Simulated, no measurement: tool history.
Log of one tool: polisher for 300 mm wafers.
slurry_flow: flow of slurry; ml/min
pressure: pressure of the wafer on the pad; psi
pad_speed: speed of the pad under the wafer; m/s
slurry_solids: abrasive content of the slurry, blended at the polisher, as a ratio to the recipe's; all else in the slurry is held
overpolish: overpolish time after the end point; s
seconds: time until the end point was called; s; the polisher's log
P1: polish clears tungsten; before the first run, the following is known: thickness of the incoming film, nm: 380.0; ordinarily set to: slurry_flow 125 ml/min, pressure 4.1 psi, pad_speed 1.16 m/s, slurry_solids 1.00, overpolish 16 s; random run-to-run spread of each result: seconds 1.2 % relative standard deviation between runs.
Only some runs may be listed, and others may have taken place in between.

run	day	slurry_flow	pressure	pad_speed	slurry_solids	overpolish	wafers polished on this pad	hours since the slurry nozzle was cleaned	hours since the head pressure was calibrated	hours since the slurry blender was calibrated	hours since the slurry got fresh peroxide	seconds
1	0.575	125	4.1	1.16	1.00	16	832	317.5	190.7	65.8	86.7	64.850
2	0.842	125	4.1	1.16	1.00	16	874	323.9	197.1	72.2	93.1	65.620
3	1.342	125	4.1	0.76	1.00	16	952	335.9	209.1	84.2	105.1	101.130
4	1.788	125	4.1	1.16	1.00	16	1022	346.6	219.8	94.9	115.8	67.550
5	2.267	200	4.1	1.16	1.00	16	1098	358.1	231.3	106.4	127.3	61.021
# day 2.312: head pressure recalibrated
6	2.533	125	5.4	1.16	1.00	16	1139	364.5	5.4	112.8	133.7	50.350
7	3.050	165	4.1	1.16	1.00	5	1220	376.9	17.8	125.2	146.1	61.612
8	3.546	125	2.1	1.16	1.00	16	1298	388.8	29.7	137.1	158.0	126.770
9	4.004	125	4.1	1.16	1.35	16	1370	399.8	40.7	148.1	169.0	61.344
10	4.417	125	4.1	1.16	0.55	16	1435	409.7	50.6	158.0	178.9	75.762
11	4.879	125	4.1	1.82	1.00	16	1507	420.8	61.7	169.1	190.0	41.975
12	5.171	125	4.1	1.16	1.00	16	1553	427.8	68.7	176.1	197.0	67.304
# day 5.521: slurry tank refilled with fresh slurry and peroxide
13	5.667	75	4.1	1.16	1.00	16	1631	439.7	80.6	188.0	3.5	74.269
14	5.929	125	4.1	1.16	1.00	30	1672	446.0	86.9	194.3	9.8	67.078
15	6.342	125	4.1	1.16	1.00	16	1737	455.9	96.8	204.2	19.7	65.935
16	6.721	165	4.1	1.58	1.00	16	1796	465.0	105.9	213.3	28.8	44.752
17	7.250	125	4.1	1.16	1.00	5	1879	477.7	118.6	226.0	41.5	66.810
18	7.512	125	4.1	1.16	1.00	16	1921	484.0	124.9	232.3	47.8	66.392
19	7.788	125	4.1	1.16	1.00	16	1964	490.6	131.5	238.9	54.4	66.689
20	8.321	125	4.1	1.16	1.00	16	2047	503.4	144.3	251.7	67.2	68.758
21	8.833	125	4.1	1.16	1.00	16	2128	515.7	156.6	264.0	79.5	72.017
# day 9.075: slurry tank refilled with fresh slurry and peroxide
# day 9.200: slurry blender recalibrated
22	9.329	125	4.1	1.16	1.00	16	2206	527.6	168.5	3.2	6.2	71.942
23	9.850	125	4.1	1.16	1.00	16	2287	540.1	181.0	15.7	18.7	71.878
24	10.417	125	4.1	1.16	1.00	16	2376	553.7	194.6	29.3	32.3	71.234
# day 10.679: head pressure recalibrated
25	10.971	125	4.1	1.16	1.00	16	2463	567.0	7.0	42.6	45.6	70.741
26	11.258	125	4.1	1.16	1.00	16	2508	573.9	13.9	49.5	52.5	72.103
27	11.804	125	4.1	1.16	1.00	16	2594	587.0	27.0	62.6	65.6	72.832

What P1 gives has crept off from where it sat before. The 2 causes that follow fit the log equally well, each at the size noted:
A: removal rate lost through wear of the pad, % = 9.4
B: slurry flow missing at the pad, % = 33.3
The gradual shift began around day 7.512.
What rules out each remaining cause:
head's pressure below its setpoint, %: work on it at day 10.679, done after the drift set in, did not restore what the process gave before
abrasive missing from the slurry, %: work on it at day 9.200, done after the drift set in, did not restore what the process gave before
peroxide lost from the slurry, %: work on it at day 9.075, done after the drift set in, did not restore what the process gave before

Which of the 4 check runs listed below, each an average over 3 wafers with its results shown as question marks, gives clearly different results under the different listed causes?
check 1	12.350	125	2.1	1.16	1.00	25						?
check 2	12.350	125	4.1	1.62	1.00	16						?
check 3	12.350	75	4.1	1.16	1.00	23						?
check 4	12.350	125	4.1	1.16	0.55	16						?

How each check would come out, cause by cause:
check	result	if A	if B
check 1	seconds	141.890	141.900
check 2	seconds	52.038	52.041
check 3	seconds	82.836	87.394
check 4	seconds	83.360	83.365
Separation of the two closest causes in each check, using whichever result separates them best: check 1 0.01 %; check 2 0.01 %; check 3 5.36 %; check 4 0.01 %
The causes can be told apart only by check 3. The other checks would give nearly the same results under each of them.

After running check 3, the following was obtained: seconds 87.349 s. Which cause does this point to?

The correct cause is B, namely: slurry flow missing at the pad, %.

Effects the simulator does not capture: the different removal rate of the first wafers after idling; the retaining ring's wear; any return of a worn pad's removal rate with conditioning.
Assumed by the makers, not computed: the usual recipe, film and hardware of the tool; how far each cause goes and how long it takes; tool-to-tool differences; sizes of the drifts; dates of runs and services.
